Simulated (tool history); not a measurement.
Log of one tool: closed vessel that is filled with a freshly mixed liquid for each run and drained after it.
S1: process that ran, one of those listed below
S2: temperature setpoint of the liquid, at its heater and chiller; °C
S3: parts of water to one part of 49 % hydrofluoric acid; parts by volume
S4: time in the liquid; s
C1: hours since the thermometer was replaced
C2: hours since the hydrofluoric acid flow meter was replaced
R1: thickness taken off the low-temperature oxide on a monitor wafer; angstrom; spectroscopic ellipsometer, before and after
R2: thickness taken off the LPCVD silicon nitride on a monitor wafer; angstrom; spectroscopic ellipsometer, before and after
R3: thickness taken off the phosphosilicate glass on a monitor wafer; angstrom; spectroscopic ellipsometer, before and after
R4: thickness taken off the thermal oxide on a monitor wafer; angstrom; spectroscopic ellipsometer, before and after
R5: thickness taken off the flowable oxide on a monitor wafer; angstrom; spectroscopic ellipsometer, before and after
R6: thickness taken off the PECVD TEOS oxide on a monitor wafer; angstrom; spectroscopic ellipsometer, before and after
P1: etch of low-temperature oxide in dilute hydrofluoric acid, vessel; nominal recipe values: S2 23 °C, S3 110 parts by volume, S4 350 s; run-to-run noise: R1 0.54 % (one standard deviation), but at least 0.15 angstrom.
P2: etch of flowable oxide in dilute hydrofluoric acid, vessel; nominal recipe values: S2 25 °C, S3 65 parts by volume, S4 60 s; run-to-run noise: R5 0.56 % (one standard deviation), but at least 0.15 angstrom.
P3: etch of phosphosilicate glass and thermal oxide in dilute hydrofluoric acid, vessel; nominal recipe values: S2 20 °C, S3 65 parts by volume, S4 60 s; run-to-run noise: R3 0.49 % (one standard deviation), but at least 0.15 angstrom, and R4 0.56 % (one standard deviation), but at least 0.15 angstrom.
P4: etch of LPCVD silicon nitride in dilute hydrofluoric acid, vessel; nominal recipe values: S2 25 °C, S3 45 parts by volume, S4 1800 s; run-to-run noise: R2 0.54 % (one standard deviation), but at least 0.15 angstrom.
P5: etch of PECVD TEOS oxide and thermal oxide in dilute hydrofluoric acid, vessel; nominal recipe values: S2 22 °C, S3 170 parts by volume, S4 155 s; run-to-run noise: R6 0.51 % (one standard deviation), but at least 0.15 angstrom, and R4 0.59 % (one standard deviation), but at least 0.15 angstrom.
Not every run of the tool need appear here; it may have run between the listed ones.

run 1 hour=9.4 | S1=P1 S2=23 S3=110 S4=350 | C1=297.3 C2=483.6 | R1=391.17
run 2 hour=22.6 | S1=P1 S2=23 S3=110 S4=655 | C1=310.5 C2=496.8 | R1=738.55
run 3 hour=34.7 | S1=P1 S2=23 S3=170 S4=350 | C1=322.6 C2=508.9 | R1=234.51
run 4 hour=41.4 | S1=P4 S2=25 S3=45 S4=3560 | C1=329.3 C2=515.6 | R2=371.76
run 5 hour=55.3 | S1=P3 S2=20 S3=65 S4=60 | C1=343.2 C2=529.5 | R3=664.14 R4=37.339
run 6 hour=64.3 | S1=P2 S2=25 S3=65 S4=60 | C1=352.2 C2=538.5 | R5=568.32
run 7 hour=75.3 | S1=P4 S2=25 S3=45 S4=1800 | C1=363.2 C2=549.5 | R2=187.44
run 8 hour=89 | S1=P3 S2=20 S3=65 S4=60 | C1=376.9 C2=563.2 | R3=663.77 R4=37.517
run 9 hour=102.5 | S1=P5 S2=22 S3=170 S4=155 | C1=390.4 C2=576.7 | R4=35.277 R6=121.92
run 10 hour=112.5 | S1=P4 S2=17 S3=45 S4=1800 | C1=400.4 C2=586.7 | R2=108.43
run 11 hour=123.7 | S1=P1 S2=23 S3=110 S4=350 | C1=411.6 C2=597.9 | R1=391.87
run 12 hour=132.8 | S1=P1 S2=23 S3=40 S4=350 | C1=420.7 C2=607 | R1=1173.5
run 13 hour=141.7 | S1=P5 S2=17 S3=170 S4=155 | C1=429.6 C2=615.9 | R4=28.993 R6=99.831
run 14 hour=148.6 | S1=P2 S2=30 S3=65 S4=60 | C1=436.5 C2=622.8 | R5=694.23
run 15 hour=158.7 | S1=P1 S2=23 S3=65 S4=520 | C1=446.6 C2=632.9 | R1=1045.1
run 16 hour=167.2 | S1=P2 S2=25 S3=95 S4=60 | C1=455.1 C2=641.4 | R5=370.41
run 17 hour=176.3 | S1=P5 S2=22 S3=75 S4=155 | C1=464.2 C2=650.5 | R4=88.789 R6=305.69
run 18 hour=182.3 | S1=P1 S2=23 S3=110 S4=350 | C1=470.2 C2=656.5 | R1=386.48
-- hour=189.4 thermometer replaced
run 19 hour=192 | S1=P5 S2=22 S3=170 S4=55 | C1=2.7 C2=666.2 | R4=12.582 R6=42.913
run 20 hour=199.3 | S1=P4 S2=25 S3=45 S4=1800 | C1=10 C2=673.5 | R2=186.78
run 21 hour=209.6 | S1=P1 S2=17 S3=110 S4=350 | C1=20.3 C2=683.8 | R1=304.18
run 22 hour=216.4 | S1=P2 S2=25 S3=65 S4=30 | C1=27.1 C2=690.6 | R5=283.34
run 23 hour=223.3 | S1=P1 S2=23 S3=110 S4=350 | C1=34 C2=697.5 | R1=390.85
run 24 hour=232.2 | S1=P1 S2=29.5 S3=110 S4=350 | C1=42.9 C2=706.4 | R1=505.23
run 25 hour=242.3 | S1=P3 S2=17 S3=65 S4=60 | C1=53 C2=716.5 | R3=584.22 R4=32.582
run 26 hour=252.7 | S1=P3 S2=20 S3=25 S4=60 | C1=63.4 C2=726.9 | R3=1816 R4=101.49
run 27 hour=261.7 | S1=P3 S2=20 S3=65 S4=105 | C1=72.4 C2=735.9 | R3=1159.7 R4=65.099
run 28 hour=270.9 | S1=P1 S2=23 S3=110 S4=130 | C1=81.6 C2=745.1 | R1=145.73
run 29 hour=281.7 | S1=P4 S2=25 S3=25 S4=1800 | C1=92.4 C2=755.9 | R2=334.08
run 30 hour=290.1 | S1=P1 S2=23 S3=110 S4=350 | C1=100.8 C2=764.3 | R1=392.36
run 31 hour=303.8 | S1=P1 S2=23 S3=110 S4=350 | C1=114.5 C2=778 | R1=382.43

Predict the results of run 32:
run 32 hour=312.4 | S1=P1 S2=23 S3=110 S4=350 | C1=123.1 C2=786.6 | R1=?

Run 32 measured R1 377.34 angstrom.
